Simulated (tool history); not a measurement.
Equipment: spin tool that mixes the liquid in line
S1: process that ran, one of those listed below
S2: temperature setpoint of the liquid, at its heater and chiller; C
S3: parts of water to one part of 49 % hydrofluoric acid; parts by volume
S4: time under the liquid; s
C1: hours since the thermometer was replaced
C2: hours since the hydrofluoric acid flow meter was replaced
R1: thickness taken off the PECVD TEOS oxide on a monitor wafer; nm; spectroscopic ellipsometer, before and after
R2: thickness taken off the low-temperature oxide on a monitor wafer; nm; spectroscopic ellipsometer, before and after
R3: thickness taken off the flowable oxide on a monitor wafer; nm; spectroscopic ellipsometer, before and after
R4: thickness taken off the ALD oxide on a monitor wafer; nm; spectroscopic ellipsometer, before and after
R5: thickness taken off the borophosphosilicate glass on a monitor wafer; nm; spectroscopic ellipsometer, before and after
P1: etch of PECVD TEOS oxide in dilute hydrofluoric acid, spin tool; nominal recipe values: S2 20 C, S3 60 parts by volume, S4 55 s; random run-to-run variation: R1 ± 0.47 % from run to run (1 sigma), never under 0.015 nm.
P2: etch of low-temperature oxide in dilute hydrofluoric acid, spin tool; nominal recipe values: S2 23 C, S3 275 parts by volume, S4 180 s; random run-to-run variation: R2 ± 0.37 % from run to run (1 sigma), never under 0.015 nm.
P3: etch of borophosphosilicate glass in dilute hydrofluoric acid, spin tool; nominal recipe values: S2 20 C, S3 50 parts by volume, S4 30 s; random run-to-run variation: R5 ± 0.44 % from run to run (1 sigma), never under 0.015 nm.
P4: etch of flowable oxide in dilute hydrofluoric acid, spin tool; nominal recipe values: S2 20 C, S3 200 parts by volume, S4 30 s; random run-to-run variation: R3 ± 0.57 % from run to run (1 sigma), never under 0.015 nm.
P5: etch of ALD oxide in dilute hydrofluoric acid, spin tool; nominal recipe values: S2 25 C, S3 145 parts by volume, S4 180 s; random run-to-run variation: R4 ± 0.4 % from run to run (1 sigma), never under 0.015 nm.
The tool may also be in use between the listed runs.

Run 1, day 0.512: S1 P1, S2 20 C, S3 60 parts by volume, S4 55 s; C1 1590; C2 436.9. Result: R1 10.278 nm.
Run 2, day 1.238: S1 P2, S2 23 C, S3 275 parts by volume, S4 15 s; C1 1607.4; C2 454.3. Result: R2 0.96806 nm.
Run 3, day 1.758: S1 P1, S2 20 C, S3 20 parts by volume, S4 90 s; C1 1619.9; C2 466.8. Result: R1 52.702 nm.
Run 4, day 2.208: S1 P4, S2 20 C, S3 200 parts by volume, S4 15 s; C1 1630.7; C2 477.6. Result: R3 4.0385 nm.
Run 5, day 2.917: S1 P4, S2 17 C, S3 200 parts by volume, S4 30 s; C1 1647.7; C2 494.6. Result: R3 7.1373 nm.
Run 6, day 3.317: S1 P1, S2 20 C, S3 60 parts by volume, S4 55 s; C1 1657.3; C2 504.2. Result: R1 10.306 nm.
Run 7, day 3.971: S1 P2, S2 29 C, S3 275 parts by volume, S4 180 s; C1 1673; C2 519.9. Result: R2 14.532 nm.
Run 8, day 4.442: S1 P1, S2 20 C, S3 60 parts by volume, S4 15 s; C1 1684.3; C2 531.2. Result: R1 2.7875 nm.
Run 9, day 5.142: S1 P5, S2 25 C, S3 65 parts by volume, S4 180 s; C1 1701.1; C2 548. Result: R4 30.616 nm.
Run 10, day 5.621: S1 P1, S2 20 C, S3 60 parts by volume, S4 55 s; C1 1712.6; C2 559.5. Result: R1 10.268 nm.
Run 11, day 6.175: S1 P1, S2 24.5 C, S3 60 parts by volume, S4 55 s; C1 1725.9; C2 572.8. Result: R1 12.295 nm.
Run 12, day 6.558: S1 P1, S2 20 C, S3 60 parts by volume, S4 100 s; C1 1735.1; C2 582. Result: R1 18.742 nm.
Run 13, day 7.242: S1 P1, S2 20 C, S3 60 parts by volume, S4 55 s; C1 1751.5; C2 598.4. Result: R1 10.244 nm.
Run 14, day 7.942: S1 P5, S2 25 C, S3 145 parts by volume, S4 75 s; C1 1768.3; C2 615.2. Result: R4 5.2159 nm.
Run 15, day 8.679: S1 P2, S2 23 C, S3 275 parts by volume, S4 180 s; C1 1786; C2 632.9. Result: R2 11.709 nm.
Run 16, day 9.3: S1 P1, S2 17 C, S3 60 parts by volume, S4 55 s; C1 1800.9; C2 647.8. Result: R1 9.0116 nm.
Run 17, day 10.042: S1 P2, S2 23 C, S3 470 parts by volume, S4 180 s; C1 1818.7; C2 665.6. Result: R2 5.8068 nm.
Run 18, day 10.625: S1 P3, S2 24.5 C, S3 50 parts by volume, S4 30 s; C1 1832.7; C2 679.6. Result: R5 34.231 nm.
Run 19, day 11.383: S1 P3, S2 20 C, S3 50 parts by volume, S4 30 s; C1 1850.9; C2 697.8. Result: R5 28.688 nm.
Run 20, day 12.062: S1 P5, S2 25 C, S3 145 parts by volume, S4 180 s; C1 1867.2; C2 714.1. Result: R4 12.487 nm.
Run 21, day 12.408: S1 P1, S2 20 C, S3 20 parts by volume, S4 55 s; C1 1875.5; C2 722.4. Result: R1 32.207 nm.
Run 22, day 12.954: S1 P4, S2 20 C, S3 200 parts by volume, S4 30 s; C1 1888.6; C2 735.5. Result: R3 7.9956 nm.
Run 23, day 13.721: S1 P1, S2 20 C, S3 100 parts by volume, S4 55 s; C1 1907; C2 753.9. Result: R1 5.886 nm.
Run 24, day 14.35: S1 P4, S2 20 C, S3 305 parts by volume, S4 30 s; C1 1922.1; C2 769. Result: R3 4.7837 nm.

What does the tool deliver on the next run?
Run 25, day 14.912: S1 P3, S2 20 C, S3 20 parts by volume, S4 30 s; C1 1935.6; C2 782.5. Result: R5 ?.

{"run 25": {"R5": 74.513}}
